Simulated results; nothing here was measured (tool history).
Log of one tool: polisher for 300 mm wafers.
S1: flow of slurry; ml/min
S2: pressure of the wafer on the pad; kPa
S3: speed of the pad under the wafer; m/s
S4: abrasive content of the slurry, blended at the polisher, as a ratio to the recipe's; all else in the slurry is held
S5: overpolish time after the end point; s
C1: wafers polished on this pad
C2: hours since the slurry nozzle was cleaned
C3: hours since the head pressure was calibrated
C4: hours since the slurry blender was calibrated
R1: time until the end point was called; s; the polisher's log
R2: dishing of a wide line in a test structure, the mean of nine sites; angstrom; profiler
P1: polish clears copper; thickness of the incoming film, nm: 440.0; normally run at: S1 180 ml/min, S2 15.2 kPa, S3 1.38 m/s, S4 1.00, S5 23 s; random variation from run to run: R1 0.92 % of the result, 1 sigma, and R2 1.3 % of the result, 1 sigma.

run   hour   S1    S2    S3    S4  S5    C1     C2      C3     C4       R1      R2
  1    8.4  180  15.2  1.38  1.00  23  1035  117.2   971.2   70.0  121.780  531.39
  2   18.9  180  15.2  1.38  1.25  23  1083  127.7   981.7   80.5  115.490  544.71
  3   26.1  180  15.2  1.38  1.00  23  1115  134.9   988.9   87.7  118.890  528.35
  4   31.4  180  15.2  1.38  1.00  12  1139  140.2   994.2   93.0  121.930  309.24
  5   41.8  180   8.3  1.38  1.00  23  1186  150.6  1004.6  103.4  222.330  318.21
  6   47.7  115  15.2  1.38  1.00  23  1213  156.5  1010.5  109.3  130.410  498.10
      57.7  -- slurry nozzle cleaned
  7   58.1  180  24.1  1.38  1.00  23  1260    0.4  1020.9  119.7   75.426  758.09
  8   69.7  110  15.2  1.96  1.00  23  1313   12.0  1032.5  131.3   93.858  623.96
  9   79.4  180  15.2  1.38  0.50  23  1357   21.7  1042.2  141.0  140.120  481.07
 10   88.4  180  15.2  0.62  1.00  23  1398   30.7  1051.2  150.0  267.540  277.87
 11   93.5  180  15.2  1.38  1.00  34  1421   35.8  1056.3  155.1  121.350  680.33
 12   99.5  180  15.2  1.38  1.00  23  1448   41.8  1062.3  161.1  121.210  521.00
 13  104.7  270  15.2  1.38  1.00  23  1472   47.0  1067.5  166.3  116.210  549.45
 14  114.4  180  15.2  1.38  1.45  43  1516   56.7  1077.2  176.0  109.450  814.23
 15  124.6  180  15.2  1.38  1.00  23  1562   66.9  1087.4  186.2  120.540  528.67
 16  134.3  180  15.2  1.98  1.00  23  1606   76.6  1097.1  195.9   83.395  669.65
 17  144.1  180  15.2  1.38  1.00  23  1651   86.4  1106.9  205.7  120.280  519.76
 18  151.5  180  15.2  1.38  1.00  23  1685   93.8  1114.3  213.1  123.750  517.30
 19  161.4  180  15.2  1.38  1.00  23  1729  103.7  1124.2  223.0  127.210  509.51
 20  171.9  180  15.2  1.38  1.00  23  1777  114.2  1134.7  233.5  128.450  505.16
     176.3  -- head pressure recalibrated
 21  178.3  180  15.2  1.38  1.00  23  1806  120.6     2.1  239.9  129.260  488.99
 22  184.7  180  15.2  1.38  1.00  23  1835  127.0     8.5  246.3  129.640  489.66
     189.5  -- slurry blender recalibrated
 23  194.8  180  15.2  1.38  1.00  23  1881  137.1    18.6    5.4  128.970  495.13
 24  205.1  180  15.2  1.38  1.00  23  1928  147.4    28.9   15.7  132.000  492.79
 25  213.9  180  15.2  1.38  1.00  23  1968  156.2    37.7   24.5  132.690  491.24

What P1 gives has crept away from where it was. These 2 causes fit the log equally well, each at the size given:
A: removal rate lost through wear of the pad, % = 8.74
B: slurry flow missing at the pad, % = 39.1
The creep began at about hour 144.1.
Why every other cause is out:
head's pressure below its setpoint, %: serviced at hour 176.3, which brought nothing back
abrasive missing from the slurry, %: serviced at hour 189.5, which brought nothing back

4 check runs are offered, each on 5 wafers whose results are averaged, their results left as question marks. Which one tells the causes apart?
check 1  222.7  270  15.2  0.84  1.00  23                   ?   ?
check 2  222.7  180  15.2  1.76  0.50  23                   ?   ?
check 3  222.7  180   9.7  1.38  1.00  23                   ?   ?
check 4  222.7  180  15.2  1.66  1.00  23                   ?   ?

What each check would give under each cause:
  check  result     if A     if B
check 1      R1  207.040  201.160
check 1      R2   344.70   352.99
check 2      R1  119.640  119.610
check 2      R2   526.97   527.03
check 3      R1  207.970  207.930
check 3      R2   334.46   334.51
check 4      R1  110.020  110.000
check 4      R2   558.91   558.98
How far apart the two closest causes lie, in the result that separates them most: check 1 2.88 %; check 2 0.02 %; check 3 0.02 %; check 4 0.02 %
Only check 1 tells the causes apart: in the others they would give nearly the same result.

Then check 1 was run and gave: R1 201.520 s; R2 351.80 angstrom. Which cause is it?

It is B: slurry flow missing at the pad, %.

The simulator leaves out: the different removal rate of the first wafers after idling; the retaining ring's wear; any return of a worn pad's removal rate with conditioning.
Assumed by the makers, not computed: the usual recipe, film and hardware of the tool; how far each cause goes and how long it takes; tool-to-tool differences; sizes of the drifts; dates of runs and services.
